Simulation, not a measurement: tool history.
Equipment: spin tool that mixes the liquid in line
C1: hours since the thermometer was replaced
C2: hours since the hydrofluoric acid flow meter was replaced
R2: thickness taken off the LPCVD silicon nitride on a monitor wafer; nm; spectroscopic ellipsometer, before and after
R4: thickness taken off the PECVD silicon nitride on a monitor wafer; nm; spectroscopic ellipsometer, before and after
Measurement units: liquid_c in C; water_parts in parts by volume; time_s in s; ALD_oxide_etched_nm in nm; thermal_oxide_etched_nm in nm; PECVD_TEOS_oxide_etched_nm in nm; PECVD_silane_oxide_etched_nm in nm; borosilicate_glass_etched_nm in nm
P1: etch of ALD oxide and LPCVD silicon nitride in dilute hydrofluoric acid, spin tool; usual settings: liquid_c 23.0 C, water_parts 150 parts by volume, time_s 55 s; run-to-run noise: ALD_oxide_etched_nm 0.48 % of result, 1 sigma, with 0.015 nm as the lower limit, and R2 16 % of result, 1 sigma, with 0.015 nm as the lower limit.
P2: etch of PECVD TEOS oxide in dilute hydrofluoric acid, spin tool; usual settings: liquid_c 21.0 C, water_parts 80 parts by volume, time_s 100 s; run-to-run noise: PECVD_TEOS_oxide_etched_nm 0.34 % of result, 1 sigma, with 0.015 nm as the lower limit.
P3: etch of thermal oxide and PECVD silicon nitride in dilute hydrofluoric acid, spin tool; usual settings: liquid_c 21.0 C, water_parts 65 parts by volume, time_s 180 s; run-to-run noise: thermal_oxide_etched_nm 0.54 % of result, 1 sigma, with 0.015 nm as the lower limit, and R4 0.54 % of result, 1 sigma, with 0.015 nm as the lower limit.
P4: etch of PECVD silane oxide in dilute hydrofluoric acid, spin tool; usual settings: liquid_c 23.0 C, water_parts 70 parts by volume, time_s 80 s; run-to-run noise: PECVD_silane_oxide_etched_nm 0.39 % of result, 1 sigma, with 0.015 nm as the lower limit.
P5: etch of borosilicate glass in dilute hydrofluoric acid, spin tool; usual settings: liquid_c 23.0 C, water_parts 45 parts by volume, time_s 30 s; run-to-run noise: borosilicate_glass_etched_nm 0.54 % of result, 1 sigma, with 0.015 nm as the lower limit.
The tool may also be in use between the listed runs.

Run 1, hour 9.1: process P1, liquid_c 23.0 C, water_parts 150 parts by volume, time_s 55 s; C1 307.7; C2 313.5. Result: ALD_oxide_etched_nm 7.9639 nm, R2 0.183810 nm.
Run 2, hour 22.4: process P3, liquid_c 21.0 C, water_parts 65 parts by volume, time_s 180 s; C1 321.0; C2 326.8. Result: thermal_oxide_etched_nm 11.9730 nm, R4 5.3770 nm.
Run 3, hour 33.1: process P2, liquid_c 21.0 C, water_parts 80 parts by volume, time_s 50 s; C1 331.7; C2 337.5. Result: PECVD_TEOS_oxide_etched_nm 10.056 nm.
Run 4, hour 48.0: process P2, liquid_c 21.0 C, water_parts 80 parts by volume, time_s 100 s; C1 346.6; C2 352.4. Result: PECVD_TEOS_oxide_etched_nm 20.079 nm.
Run 5, hour 62.9: process P4, liquid_c 29.0 C, water_parts 70 parts by volume, time_s 80 s; C1 361.5; C2 367.3. Result: PECVD_silane_oxide_etched_nm 36.4070 nm.
Run 6, hour 75.8: process P5, liquid_c 23.0 C, water_parts 75 parts by volume, time_s 30 s; C1 374.4; C2 380.2. Result: borosilicate_glass_etched_nm 9.6548 nm.
Run 7, hour 89.6: process P2, liquid_c 29.0 C, water_parts 80 parts by volume, time_s 100 s; C1 388.2; C2 394.0. Result: PECVD_TEOS_oxide_etched_nm 27.828 nm.
Run 8, hour 101.3: process P1, liquid_c 29.0 C, water_parts 150 parts by volume, time_s 55 s; C1 399.9; C2 405.7. Result: ALD_oxide_etched_nm 9.8876 nm, R2 0.175450 nm.
Run 9, hour 112.7: process P4, liquid_c 23.0 C, water_parts 70 parts by volume, time_s 15 s; C1 411.3; C2 417.1. Result: PECVD_silane_oxide_etched_nm 5.3388 nm.
Run 10, hour 125.9: process P1, liquid_c 23.0 C, water_parts 250 parts by volume, time_s 55 s; C1 424.5; C2 430.3. Result: ALD_oxide_etched_nm 4.3177 nm, R2 0.128220 nm.
Run 11, hour 133.7: process P3, liquid_c 21.0 C, water_parts 20 parts by volume, time_s 180 s; C1 432.3; C2 438.1. Result: thermal_oxide_etched_nm 40.8090 nm, R4 16.7870 nm.
Run 12, hour 142.8: process P1, liquid_c 23.0 C, water_parts 150 parts by volume, time_s 55 s; C1 441.4; C2 447.2. Result: ALD_oxide_etched_nm 7.9058 nm, R2 0.166120 nm.
Run 13, hour 150.5: process P4, liquid_c 23.0 C, water_parts 20 parts by volume, time_s 80 s; C1 449.1; C2 454.9. Result: PECVD_silane_oxide_etched_nm 106.7400 nm.
Run 14, hour 158.7: process P1, liquid_c 23.0 C, water_parts 100 parts by volume, time_s 105 s; C1 457.3; C2 463.1. Result: ALD_oxide_etched_nm 24.0070 nm, R2 0.471550 nm.
Run 15, hour 166.5: process P2, liquid_c 21.0 C, water_parts 80 parts by volume, time_s 100 s; C1 465.1; C2 470.9. Result: PECVD_TEOS_oxide_etched_nm 20.166 nm.
Run 16, hour 173.5: process P3, liquid_c 21.0 C, water_parts 65 parts by volume, time_s 50 s; C1 472.1; C2 477.9. Result: thermal_oxide_etched_nm 3.3073 nm, R4 1.5089 nm.
Run 17, hour 182.5: process P1, liquid_c 23.0 C, water_parts 150 parts by volume, time_s 55 s; C1 481.1; C2 486.9. Result: ALD_oxide_etched_nm 7.9545 nm, R2 0.117310 nm.
Run 18, hour 191.9: process P5, liquid_c 23.0 C, water_parts 45 parts by volume, time_s 50 s; C1 490.5; C2 496.3. Result: borosilicate_glass_etched_nm 27.6650 nm.
Run 19, hour 202.6: process P1, liquid_c 23.0 C, water_parts 150 parts by volume, time_s 85 s; C1 501.2; C2 507.0. Result: ALD_oxide_etched_nm 12.2750 nm, R2 0.184430 nm.
At hour 205.5: hydrofluoric acid flow meter replaced.
Run 20, hour 210.5: process P1, liquid_c 23.0 C, water_parts 35 parts by volume, time_s 55 s; C1 509.1; C2 5.0. Result: ALD_oxide_etched_nm 39.1800 nm, R2 0.535890 nm.
Run 21, hour 223.7: process P3, liquid_c 21.0 C, water_parts 65 parts by volume, time_s 180 s; C1 522.3; C2 18.2. Result: thermal_oxide_etched_nm 12.0590 nm, R4 5.3556 nm.
Run 22, hour 237.2: process P1, liquid_c 23.0 C, water_parts 150 parts by volume, time_s 55 s; C1 535.8; C2 31.7. Result: ALD_oxide_etched_nm 7.9870 nm, R2 0.149180 nm.
Run 23, hour 250.2: process P5, liquid_c 23.0 C, water_parts 45 parts by volume, time_s 30 s; C1 548.8; C2 44.7. Result: borosilicate_glass_etched_nm 16.5550 nm.
Run 24, hour 257.2: process P3, liquid_c 26.5 C, water_parts 65 parts by volume, time_s 180 s; C1 555.8; C2 51.7. Result: thermal_oxide_etched_nm 14.9500 nm, R4 7.8224 nm.
Run 25, hour 270.9: process P4, liquid_c 23.0 C, water_parts 70 parts by volume, time_s 80 s; C1 569.5; C2 65.4. Result: PECVD_silane_oxide_etched_nm 28.5980 nm.
Run 26, hour 285.5: process P1, liquid_c 19.0 C, water_parts 150 parts by volume, time_s 95 s; C1 584.1; C2 80.0. Result: ALD_oxide_etched_nm 11.7980 nm, R2 0.205960 nm.
Run 27, hour 295.5: process P5, liquid_c 29.0 C, water_parts 45 parts by volume, time_s 30 s; C1 594.1; C2 90.0. Result: borosilicate_glass_etched_nm 21.1600 nm.
Run 28, hour 308.4: process P1, liquid_c 23.0 C, water_parts 150 parts by volume, time_s 55 s; C1 607.0; C2 102.9. Result: ALD_oxide_etched_nm 7.9767 nm, R2 0.133780 nm.
Run 29, hour 316.9: process P1, liquid_c 23.0 C, water_parts 150 parts by volume, time_s 15 s; C1 615.5; C2 111.4. Result: ALD_oxide_etched_nm 2.2157 nm, R2 0.059269 nm.
Run 30, hour 325.5: process P1, liquid_c 19.0 C, water_parts 150 parts by volume, time_s 55 s; C1 624.1; C2 120.0. Result: ALD_oxide_etched_nm 6.8324 nm, R2 0.109750 nm.
Run 31, hour 337.2: process P2, liquid_c 21.0 C, water_parts 45 parts by volume, time_s 100 s; C1 635.8; C2 131.7. Result: PECVD_TEOS_oxide_etched_nm 37.175 nm.
Run 32, hour 347.5: process P1, liquid_c 23.0 C, water_parts 150 parts by volume, time_s 55 s; C1 646.1; C2 142.0. Result: ALD_oxide_etched_nm 7.9416 nm, R2 0.131480 nm.
Run 33, hour 362.6: process P1, liquid_c 23.0 C, water_parts 150 parts by volume, time_s 55 s; C1 661.2; C2 157.1. Result: ALD_oxide_etched_nm 7.9001 nm, R2 0.172070 nm.
Run 34, hour 377.4: process P1, liquid_c 23.0 C, water_parts 150 parts by volume, time_s 55 s; C1 676.0; C2 171.9. Result: ALD_oxide_etched_nm 8.1230 nm, R2 0.200760 nm.
Run 35, hour 388.1: process P1, liquid_c 23.0 C, water_parts 150 parts by volume, time_s 55 s; C1 686.7; C2 182.6. Result: ALD_oxide_etched_nm 8.2260 nm, R2 0.145210 nm.
Run 36, hour 402.2: process P1, liquid_c 23.0 C, water_parts 150 parts by volume, time_s 55 s; C1 700.8; C2 196.7. Result: ALD_oxide_etched_nm 8.2962 nm, R2 0.099661 nm.
Run 37, hour 418.1: process P1, liquid_c 23.0 C, water_parts 150 parts by volume, time_s 55 s; C1 716.7; C2 212.6. Result: ALD_oxide_etched_nm 8.3434 nm, R2 0.134620 nm.
Run 38, hour 428.1: process P1, liquid_c 23.0 C, water_parts 150 parts by volume, time_s 55 s; C1 726.7; C2 222.6. Result: ALD_oxide_etched_nm 8.3937 nm, R2 0.126710 nm.
Run 39, hour 437.0: process P1, liquid_c 23.0 C, water_parts 150 parts by volume, time_s 55 s; C1 735.6; C2 231.5. Result: ALD_oxide_etched_nm 8.4091 nm, R2 0.165960 nm.
Run 40, hour 449.3: process P1, liquid_c 23.0 C, water_parts 150 parts by volume, time_s 55 s; C1 747.9; C2 243.8. Result: ALD_oxide_etched_nm 8.4209 nm, R2 0.199400 nm.
Run 41, hour 458.8: process P1, liquid_c 23.0 C, water_parts 150 parts by volume, time_s 55 s; C1 757.4; C2 253.3. Result: ALD_oxide_etched_nm 8.4032 nm, R2 0.121040 nm.
Run 42, hour 467.1: process P1, liquid_c 23.0 C, water_parts 150 parts by volume, time_s 55 s; C1 765.7; C2 261.6. Result: ALD_oxide_etched_nm 8.4172 nm, R2 0.196490 nm.
Run 43, hour 483.0: process P1, liquid_c 23.0 C, water_parts 150 parts by volume, time_s 55 s; C1 781.6; C2 277.5. Result: ALD_oxide_etched_nm 8.4708 nm, R2 0.151470 nm.
Run 44, hour 496.7: process P1, liquid_c 23.0 C, water_parts 150 parts by volume, time_s 55 s; C1 795.3; C2 291.2. Result: ALD_oxide_etched_nm 8.4749 nm, R2 0.146260 nm.

The output of P1 has drifted from where it used to be. Each of the 2 causes below, taken at the size shown beside it, accounts for the log equally well:
A: hydrofluoric acid flow above the setpoint (%) = 5.32
B: liquid hotter than its thermometer reads (K) = 1.58
Onset of the creep was near hour 362.6.

Below are 4 check runs, each on a single wafer, with their results shown as question marks. Which of them would tell the listed causes apart, meaning the causes would give clearly different results under it?
Run check 1, hour 510.4: process P4, liquid_c 23.0 C, water_parts 70 parts by volume, time_s 80 s. Result: PECVD_silane_oxide_etched_nm ?.
Run check 2, hour 510.4: process P5, liquid_c 23.0 C, water_parts 45 parts by volume, time_s 30 s. Result: borosilicate_glass_etched_nm ?.
Run check 3, hour 510.4: process P3, liquid_c 21.0 C, water_parts 65 parts by volume, time_s 180 s. Result: thermal_oxide_etched_nm ?, R4 ?.
Run check 4, hour 510.4: process P2, liquid_c 21.0 C, water_parts 80 parts by volume, time_s 100 s. Result: PECVD_TEOS_oxide_etched_nm ?.

Check results expected under each cause:
  check                        result     if A     if B
check 1  PECVD_silane_oxide_etched_nm  30.1430  30.3780
check 2  borosilicate_glass_etched_nm  17.5100  17.6980
check 3       thermal_oxide_etched_nm  12.6620  12.7850
check 3                            R4   5.6361   5.9669
check 4    PECVD_TEOS_oxide_etched_nm   21.235   21.409
Per check, the gap between the least separated pair of causes, taken in the result that splits them most: check 1 0.78 %; check 2 1.07 %; check 3 5.7 %; check 4 0.82 %
Only check 3 tells the causes apart: in the others they would give nearly the same result.

Here is what check 3 returned: thermal_oxide_etched_nm 12.6270 nm; R4 5.6737 nm. Which cause is it?

The cause is A: hydrofluoric acid flow above the setpoint (%).
